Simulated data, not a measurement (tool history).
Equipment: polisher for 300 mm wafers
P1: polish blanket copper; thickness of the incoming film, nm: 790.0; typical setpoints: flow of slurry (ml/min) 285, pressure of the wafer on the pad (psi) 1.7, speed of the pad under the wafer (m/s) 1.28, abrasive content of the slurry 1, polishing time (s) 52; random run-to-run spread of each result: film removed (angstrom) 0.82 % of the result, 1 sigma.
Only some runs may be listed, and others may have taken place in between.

run,hour,flow of slurry (ml/min),pressure of the wafer on the pad (psi),speed of the pad under the wafer (m/s),abrasive content of the slurry,polishing time (s),film removed (angstrom)
1,14,285,1.7,1.28,1,52,987.6
2,22.4,170,1.7,1.28,1,52,919.29
# hour 29.3: worn pad replaced by a new one
3,34.6,390,1.7,1.28,1,52,1016.1
4,42,285,1.7,1.28,0.65,52,902.34
5,50.9,285,1.7,1.28,1,52,981.04
6,61.8,285,1.7,1.9,1,52,1437.6
7,73.1,195,1.7,1.28,1,39,711.14
8,81.4,285,1.7,1.28,1.4,52,1061.4
9,95.2,285,2.7,1.28,1,52,1539.5
10,102.9,285,1.7,0.58,1,52,448.14
11,114,285,1.7,1.28,1,52,974.62
12,128.9,285,1.7,0.98,0.65,52,685.74
13,139.6,285,1.7,1.28,1,52,987.47
14,153.2,285,1.7,1.28,1,23,434.01
15,161.3,285,1.7,1.28,1,52,984.03
16,177.1,285,1.7,1.28,1,78,1466.7
17,193.1,285,0.9,1.28,1,52,524.09

Forecast run 18:
18,200.8,285,1.7,1.28,1,52,?

{"run 18": {"film removed (angstrom)": 974.27}}
